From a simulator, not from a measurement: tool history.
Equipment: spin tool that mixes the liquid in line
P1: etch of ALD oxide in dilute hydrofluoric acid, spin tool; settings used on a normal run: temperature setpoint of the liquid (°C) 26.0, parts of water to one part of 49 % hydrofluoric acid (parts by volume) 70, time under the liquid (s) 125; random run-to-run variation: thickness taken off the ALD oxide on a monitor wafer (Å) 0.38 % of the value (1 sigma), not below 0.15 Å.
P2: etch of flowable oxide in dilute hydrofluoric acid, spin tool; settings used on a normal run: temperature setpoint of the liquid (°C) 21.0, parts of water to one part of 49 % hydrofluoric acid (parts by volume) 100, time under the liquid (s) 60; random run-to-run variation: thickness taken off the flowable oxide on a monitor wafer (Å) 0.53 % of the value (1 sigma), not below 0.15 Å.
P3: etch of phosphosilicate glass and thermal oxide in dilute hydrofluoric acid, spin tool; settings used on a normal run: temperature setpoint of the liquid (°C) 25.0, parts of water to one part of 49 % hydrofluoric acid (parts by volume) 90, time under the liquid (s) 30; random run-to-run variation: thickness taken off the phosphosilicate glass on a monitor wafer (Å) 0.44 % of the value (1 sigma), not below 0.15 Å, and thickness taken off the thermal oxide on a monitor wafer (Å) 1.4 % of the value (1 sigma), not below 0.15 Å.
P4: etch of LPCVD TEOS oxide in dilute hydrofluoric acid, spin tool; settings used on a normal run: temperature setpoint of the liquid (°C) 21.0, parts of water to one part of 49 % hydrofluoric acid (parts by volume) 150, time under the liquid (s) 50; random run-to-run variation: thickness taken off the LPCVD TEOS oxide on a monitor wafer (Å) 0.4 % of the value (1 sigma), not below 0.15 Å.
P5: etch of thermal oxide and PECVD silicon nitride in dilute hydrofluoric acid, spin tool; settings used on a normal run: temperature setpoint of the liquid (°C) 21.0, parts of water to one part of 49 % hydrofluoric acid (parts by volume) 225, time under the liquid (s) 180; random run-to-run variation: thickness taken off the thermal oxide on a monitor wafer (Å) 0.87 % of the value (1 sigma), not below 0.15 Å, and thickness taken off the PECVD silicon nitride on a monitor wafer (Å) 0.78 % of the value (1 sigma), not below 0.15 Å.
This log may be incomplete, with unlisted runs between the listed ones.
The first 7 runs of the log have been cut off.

| run | hour | process that ran | temperature setpoint of the liquid (°C) | parts of water to one part of 49 % hydrofluoric acid (parts by volume) | time under the liquid (s) | thickness taken off the ALD oxide on a monitor wafer (Å) | thickness taken off the flowable oxide on a monitor wafer (Å) | thickness taken off the thermal oxide on a monitor wafer (Å) | thickness taken off the PECVD silicon nitride on a monitor wafer (Å) | thickness taken off the phosphosilicate glass on a monitor wafer (Å) | thickness taken off the LPCVD TEOS oxide on a monitor wafer (Å) |
|---|---|---|---|---|---|---|---|---|---|---|---|
| 8 | 87.7 | P4 | 26.5 | 150 | 50 |  |  |  |  |  | 178.190 |
| 9 | 98.6 | P1 | 29.5 | 70 | 125 | 222.960 |  |  |  |  |  |
| 10 | 111.1 | P5 | 21.0 | 225 | 180 |  |  | 28.417 | 31.472 |  |  |
| 11 | 118.1 | P2 | 17.0 | 100 | 60 |  | 178.98 |  |  |  |  |
| 12 | 131.8 | P1 | 26.0 | 70 | 125 | 195.540 |  |  |  |  |  |
| 13 | 138.4 | P4 | 21.0 | 150 | 50 |  |  |  |  |  | 142.270 |
| 14 | 146.6 | P1 | 26.0 | 25 | 125 | 581.820 |  |  |  |  |  |
| 15 | 160.0 | P4 | 21.0 | 150 | 15 |  |  |  |  |  | 43.217 |
| 16 | 166.3 | P1 | 26.0 | 70 | 125 | 194.370 |  |  |  |  |  |
| 17 | 172.9 | P5 | 17.0 | 225 | 180 |  |  | 24.918 | 23.399 |  |  |
| 18 | 179.7 | P3 | 25.0 | 90 | 60 |  |  | 32.628 |  | 577.79 |  |
| 19 | 193.5 | P2 | 21.0 | 100 | 60 |  | 209.72 |  |  |  |  |
| 20 | 203.4 | P1 | 20.5 | 125 | 125 | 82.071 |  |  |  |  |  |
| 21 | 211.4 | P1 | 31.0 | 70 | 15 | 28.366 |  |  |  |  |  |
| 22 | 220.1 | P4 | 21.0 | 270 | 50 |  |  |  |  |  | 70.580 |
| 23 | 230.1 | P4 | 21.0 | 150 | 50 |  |  |  |  |  | 142.050 |

Expected results for the next run?
| 24 | 241.5 | P3 | 25.0 | 35 | 30 |  |  | ? |  | ? |  |

thickness taken off the thermal oxide on a monitor wafer (Å): 45.399
thickness taken off the phosphosilicate glass on a monitor wafer (Å): 801.92

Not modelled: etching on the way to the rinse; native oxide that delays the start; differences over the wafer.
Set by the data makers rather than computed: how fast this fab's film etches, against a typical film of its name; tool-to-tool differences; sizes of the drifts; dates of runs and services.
